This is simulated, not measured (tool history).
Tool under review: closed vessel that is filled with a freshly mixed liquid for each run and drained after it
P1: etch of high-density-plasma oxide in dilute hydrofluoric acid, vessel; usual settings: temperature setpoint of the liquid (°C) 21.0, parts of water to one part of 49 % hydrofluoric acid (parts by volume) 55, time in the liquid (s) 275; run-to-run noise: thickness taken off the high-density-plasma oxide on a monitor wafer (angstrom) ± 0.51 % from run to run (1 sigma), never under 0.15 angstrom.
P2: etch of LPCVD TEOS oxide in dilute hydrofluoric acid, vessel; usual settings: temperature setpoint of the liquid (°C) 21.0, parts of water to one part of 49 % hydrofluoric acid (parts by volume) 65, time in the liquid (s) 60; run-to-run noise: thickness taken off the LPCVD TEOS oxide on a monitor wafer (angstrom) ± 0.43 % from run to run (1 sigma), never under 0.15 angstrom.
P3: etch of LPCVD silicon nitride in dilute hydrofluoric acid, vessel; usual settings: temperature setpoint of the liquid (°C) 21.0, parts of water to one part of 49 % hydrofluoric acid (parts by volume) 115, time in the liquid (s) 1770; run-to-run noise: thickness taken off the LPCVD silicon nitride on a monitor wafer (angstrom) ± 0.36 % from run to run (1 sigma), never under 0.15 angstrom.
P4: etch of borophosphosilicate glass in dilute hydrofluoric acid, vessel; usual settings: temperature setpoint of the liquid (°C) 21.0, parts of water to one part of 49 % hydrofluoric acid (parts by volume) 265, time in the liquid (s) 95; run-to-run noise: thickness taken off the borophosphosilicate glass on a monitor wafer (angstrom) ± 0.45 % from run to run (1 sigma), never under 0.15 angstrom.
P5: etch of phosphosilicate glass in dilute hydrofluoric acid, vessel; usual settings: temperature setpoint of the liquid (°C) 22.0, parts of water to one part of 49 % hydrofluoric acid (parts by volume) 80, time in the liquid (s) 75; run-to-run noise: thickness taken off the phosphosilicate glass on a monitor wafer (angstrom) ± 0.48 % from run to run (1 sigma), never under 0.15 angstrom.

| run | hour | process that ran | temperature setpoint of the liquid (°C) | parts of water to one part of 49 % hydrofluoric acid (parts by volume) | time in the liquid (s) | hours since the thermometer was replaced | hours since the hydrofluoric acid flow meter was replaced | thickness taken off the high-density-plasma oxide on a monitor wafer (angstrom) | thickness taken off the phosphosilicate glass on a monitor wafer (angstrom) | thickness taken off the LPCVD silicon nitride on a monitor wafer (angstrom) | thickness taken off the LPCVD TEOS oxide on a monitor wafer (angstrom) | thickness taken off the borophosphosilicate glass on a monitor wafer (angstrom) |
|---|---|---|---|---|---|---|---|---|---|---|---|---|
| 1 | 15.2 | P1 | 21.0 | 55 | 275 | 1113.1 | 487.0 | 236.170 |  |  |  |  |
| 2 | 24.0 | P5 | 22.0 | 45 | 75 | 1121.9 | 495.8 |  | 1062.80 |  |  |  |
| 3 | 33.9 | P3 | 21.0 | 115 | 1770 | 1131.8 | 505.7 |  |  | 59.908 |  |  |
| 4 | 48.0 | P1 | 21.0 | 55 | 70 | 1145.9 | 519.8 | 60.275 |  |  |  |  |
| 5 | 57.7 | P2 | 17.0 | 65 | 60 | 1155.6 | 529.5 |  |  |  | 123.51 |  |
| 6 | 71.8 | P5 | 22.0 | 80 | 30 | 1169.7 | 543.6 |  | 226.09 |  |  |  |
| 7 | 86.2 | P1 | 21.0 | 55 | 275 | 1184.1 | 558.0 | 235.990 |  |  |  |  |
| 8 | 98.1 | P2 | 21.0 | 35 | 60 | 1196.0 | 569.9 |  |  |  | 283.37 |  |
| 9 | 106.6 | P4 | 17.0 | 265 | 95 | 1204.5 | 578.4 |  |  |  |  | 129.88 |
| 10 | 122.7 | P5 | 17.0 | 80 | 75 | 1220.6 | 594.5 |  | 461.16 |  |  |  |
|  | 123.7 | thermometer replaced |
| 11 | 132.0 | P1 | 21.0 | 95 | 275 | 8.3 | 603.8 | 131.210 |  |  |  |  |
| 12 | 146.6 | P2 | 21.0 | 65 | 60 | 22.9 | 618.4 |  |  |  | 147.97 |  |
| 13 | 161.8 | P1 | 21.0 | 55 | 275 | 38.1 | 633.6 | 235.150 |  |  |  |  |
| 14 | 171.7 | P4 | 21.0 | 265 | 95 | 48.0 | 643.5 |  |  |  |  | 151.07 |
| 15 | 185.2 | P3 | 21.0 | 115 | 1770 | 61.5 | 657.0 |  |  | 60.381 |  |  |
| 16 | 202.6 | P3 | 17.0 | 115 | 1770 | 78.9 | 674.4 |  |  | 45.651 |  |  |
| 17 | 219.2 | P1 | 21.0 | 55 | 275 | 95.5 | 691.0 | 236.190 |  |  |  |  |
| 18 | 232.7 | P4 | 21.0 | 265 | 95 | 109.0 | 704.5 |  |  |  |  | 150.97 |
| 19 | 246.7 | P1 | 21.0 | 55 | 275 | 123.0 | 718.5 | 236.600 |  |  |  |  |
| 20 | 254.6 | P1 | 27.5 | 55 | 275 | 130.9 | 726.4 | 305.520 |  |  |  |  |
| 21 | 272.6 | P2 | 21.0 | 65 | 105 | 148.9 | 744.4 |  |  |  | 254.95 |  |
| 22 | 287.9 | P4 | 21.0 | 60 | 95 | 164.2 | 759.7 |  |  |  |  | 828.39 |
| 23 | 300.6 | P3 | 21.0 | 115 | 3515 | 176.9 | 772.4 |  |  | 119.290 |  |  |
| 24 | 310.2 | P1 | 21.0 | 30 | 275 | 186.5 | 782.0 | 449.760 |  |  |  |  |
| 25 | 320.1 | P1 | 27.0 | 95 | 275 | 196.4 | 791.9 | 165.870 |  |  |  |  |
| 26 | 328.9 | P1 | 17.0 | 55 | 275 | 205.2 | 800.7 | 199.650 |  |  |  |  |
| 27 | 342.4 | P5 | 22.0 | 80 | 75 | 218.7 | 814.2 |  | 574.12 |  |  |  |
| 28 | 352.4 | P2 | 21.0 | 65 | 60 | 228.7 | 824.2 |  |  |  | 147.94 |  |
| 29 | 363.1 | P1 | 21.0 | 55 | 485 | 239.4 | 834.9 | 417.580 |  |  |  |  |
| 30 | 379.0 | P1 | 21.0 | 55 | 275 | 255.3 | 850.8 | 236.930 |  |  |  |  |
| 31 | 394.0 | P3 | 21.0 | 205 | 1770 | 270.3 | 865.8 |  |  | 34.109 |  |  |
| 32 | 408.5 | P4 | 21.0 | 265 | 185 | 284.8 | 880.3 |  |  |  |  | 295.19 |
| 33 | 417.0 | P1 | 21.0 | 55 | 275 | 293.3 | 888.8 | 237.200 |  |  |  |  |
| 34 | 433.5 | P1 | 21.0 | 55 | 275 | 309.8 | 905.3 | 230.430 |  |  |  |  |
| 35 | 447.8 | P1 | 21.0 | 55 | 275 | 324.1 | 919.6 | 226.000 |  |  |  |  |
| 36 | 456.2 | P1 | 21.0 | 55 | 275 | 332.5 | 928.0 | 224.400 |  |  |  |  |
| 37 | 464.7 | P1 | 21.0 | 55 | 275 | 341.0 | 936.5 | 224.250 |  |  |  |  |
| 38 | 476.1 | P1 | 21.0 | 55 | 275 | 352.4 | 947.9 | 223.360 |  |  |  |  |
| 39 | 489.2 | P1 | 21.0 | 55 | 275 | 365.5 | 961.0 | 223.560 |  |  |  |  |
| 40 | 500.5 | P1 | 21.0 | 55 | 275 | 376.8 | 972.3 | 220.580 |  |  |  |  |
| 41 | 517.8 | P1 | 21.0 | 55 | 275 | 394.1 | 989.6 | 222.340 |  |  |  |  |
| 42 | 526.0 | P1 | 21.0 | 55 | 275 | 402.3 | 997.8 | 223.570 |  |  |  |  |
| 43 | 541.2 | P1 | 21.0 | 55 | 275 | 417.5 | 1013.0 | 220.030 |  |  |  |  |

Compared with where it was, what P1 gives has crept away. Each cause listed below fits the log as well as the rest, at the size given for it:
A: hydrofluoric acid flow below the setpoint (%) = 6.01
B: liquid colder than its thermometer reads (K) = 1.57
The process output started creeping at around hour 417.0.

Question marks stand in for the results of the 4 check runs listed below, each run on one wafer. Under which run would the listed causes show clearly different results?
| check 1 | 556.4 | P2 | 17.0 | 65 | 60 |  |  |  |  |  | ? |  |
| check 2 | 556.4 | P4 | 21.0 | 105 | 170 |  |  |  |  |  |  | ? |
| check 3 | 556.4 | P3 | 21.0 | 160 | 3430 |  |  |  |  | ? |  |  |
| check 4 | 556.4 | P5 | 19.0 | 80 | 75 |  |  |  | ? |  |  |  |

If the cause were each of the candidates in turn, the checks would give the following:
| check | result | if A | if B |
|---|---|---|---|
| check 1 | thickness taken off the LPCVD TEOS oxide on a monitor wafer (angstrom) | 116.17 | 116.00 |
| check 2 | thickness taken off the borophosphosilicate glass on a monitor wafer (angstrom) | 751.23 | 755.28 |
| check 3 | thickness taken off the LPCVD silicon nitride on a monitor wafer (angstrom) | 79.191 | 75.802 |
| check 4 | thickness taken off the phosphosilicate glass on a monitor wafer (angstrom) | 469.49 | 470.16 |
Per check, the gap between the least separated pair of causes, taken in the result that splits them most: check 1 0.15 %; check 2 0.54 %; check 3 4.37 %; check 4 0.14 %
Only check 3 tells the causes apart: in the others they would give nearly the same result.

Check 3 has now been run. It gave: thickness taken off the LPCVD silicon nitride on a monitor wafer (angstrom) 75.660. Which of the candidate causes is it?

It is B: liquid colder than its thermometer reads (K).
